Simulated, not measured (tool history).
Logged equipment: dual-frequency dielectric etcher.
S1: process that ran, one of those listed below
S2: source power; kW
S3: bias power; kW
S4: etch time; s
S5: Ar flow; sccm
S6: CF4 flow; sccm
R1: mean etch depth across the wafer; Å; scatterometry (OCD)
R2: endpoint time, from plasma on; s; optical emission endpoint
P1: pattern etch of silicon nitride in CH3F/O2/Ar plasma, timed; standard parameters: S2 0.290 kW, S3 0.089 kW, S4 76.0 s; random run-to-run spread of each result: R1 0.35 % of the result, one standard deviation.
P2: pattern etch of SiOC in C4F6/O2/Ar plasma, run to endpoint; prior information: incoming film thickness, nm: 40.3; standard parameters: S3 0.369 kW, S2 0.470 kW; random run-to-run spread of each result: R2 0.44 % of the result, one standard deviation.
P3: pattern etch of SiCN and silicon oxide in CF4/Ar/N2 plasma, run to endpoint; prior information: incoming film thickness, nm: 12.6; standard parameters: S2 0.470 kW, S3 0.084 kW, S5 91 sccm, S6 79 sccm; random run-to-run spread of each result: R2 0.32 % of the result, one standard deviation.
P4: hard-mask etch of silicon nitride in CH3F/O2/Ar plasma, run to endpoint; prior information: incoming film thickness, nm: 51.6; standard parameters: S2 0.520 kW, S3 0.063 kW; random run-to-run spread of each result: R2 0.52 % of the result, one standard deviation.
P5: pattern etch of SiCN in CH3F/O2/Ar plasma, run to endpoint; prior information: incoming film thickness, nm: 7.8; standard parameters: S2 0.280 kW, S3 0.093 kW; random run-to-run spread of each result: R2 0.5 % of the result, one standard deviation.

run	day	S1	S2	S3	S4	S5	S6	R1	R2
1	0.304	P1	0.290	0.089	76.0			501.84	
2	0.650	P3	0.470	0.084		91	79		13.038
3	0.867	P3	0.470	0.084		91	64		13.356
4	1.233	P1	0.290	0.109	50.0			357.80	
5	1.529	P1	0.180	0.089	76.0			415.98	
6	1.825	P1	0.290	0.073	76.0			465.66	
7	2.071	P5	0.280	0.093					21.694
# day 2.092: bias power generator calibrated
8	2.362	P2	0.630	0.369					12.746
9	2.717	P2	0.470	0.369					14.391
10	2.954	P5	0.180	0.093					25.320
11	3.267	P2	0.470	0.470					13.158
12	3.617	P4	0.520	0.063					72.378
13	3.812	P1	0.290	0.089	76.0			499.41	
14	4.062	P1	0.290	0.089	76.0			499.82	
15	4.388	P1	0.290	0.106	76.0			537.05	
# day 4.479: source power generator calibrated
16	4.675	P3	0.370	0.084		91	79		16.152
17	4.967	P1	0.220	0.115	76.0			498.14	
# day 5.042: wet clean of the chamber
18	5.142	P1	0.290	0.089	101.5			666.51	
19	5.504	P1	0.290	0.089	76.0			502.05	
20	5.742	P2	0.470	0.369					14.254
21	6.079	P4	0.390	0.063					81.239
22	6.412	P3	0.470	0.055		91	79		14.999
23	6.783	P3	0.470	0.084		91	79		13.068
24	7.150	P1	0.290	0.089	76.0			500.13	
25	7.375	P4	0.520	0.076					68.109
26	7.696	P5	0.280	0.074					23.742
27	8.062	P1	0.370	0.089	76.0			550.62	
28	8.312	P1	0.290	0.089	76.0			501.32	
29	8.575	P1	0.290	0.089	45.0			297.30	
30	8.846	P3	0.470	0.084		108	79		13.249
31	9.033	P1	0.180	0.089	104.5			581.53	
32	9.317	P1	0.290	0.089	76.0			500.90	
33	9.483	P1	0.290	0.089	76.0			502.28	
34	9.692	P1	0.290	0.089	76.0			499.89	
35	9.917	P1	0.290	0.089	76.0			493.07	
36	10.142	P1	0.290	0.089	76.0			497.49	
37	10.467	P1	0.290	0.089	76.0			494.61	
38	10.829	P1	0.290	0.089	76.0			494.20	
# day 10.925: wet clean of the chamber
39	11.133	P1	0.290	0.089	76.0			495.25	
40	11.450	P1	0.290	0.089	76.0			494.09	
41	11.733	P1	0.290	0.089	76.0			488.35	
42	11.954	P1	0.290	0.089	76.0			492.23	
43	12.183	P1	0.290	0.089	76.0			490.85	

The log shows P1 creeping away from where it was. Any of the 2 causes listed here, at the size stated for it, fits the log just as well as the others:
A: bias power that arrives under what is set, % = 4.66
B: source power that arrives under what is set, % = 4.57
The onset of the drift is placed at about day 9.317.
The rest of the possible causes, and what rules out each one:
chamber walls in a state that lowers the etch rate, %: maintenance at day 10.925, after the shift began, did not return the process to its former output

Each of the 4 check runs below uses one wafer; its results are left as question marks. Which run tells the causes apart?
check 1	12.412	P5	0.280	0.093					?
check 2	12.412	P4	0.520	0.063					?
check 3	12.412	P2	0.470	0.369					?
check 4	12.412	P3	0.470	0.084		91	79		?

Check results expected under each cause:
check	result	if A	if B
check 1	R2	22.086	22.066
check 2	R2	73.782	73.975
check 3	R2	14.544	14.556
check 4	R2	13.238	13.577
Smallest distance between any two causes, each pair judged by its most separating result, in per cent: check 1 0.09 %; check 2 0.26 %; check 3 0.08 %; check 4 2.53 %
The other checks would show nearly matching results whichever cause is true, so check 4 is the only one that separates the causes.

After running check 4, the following was obtained: R2 13.212 s. Which cause does this point to?

It is A: bias power that arrives under what is set, %.

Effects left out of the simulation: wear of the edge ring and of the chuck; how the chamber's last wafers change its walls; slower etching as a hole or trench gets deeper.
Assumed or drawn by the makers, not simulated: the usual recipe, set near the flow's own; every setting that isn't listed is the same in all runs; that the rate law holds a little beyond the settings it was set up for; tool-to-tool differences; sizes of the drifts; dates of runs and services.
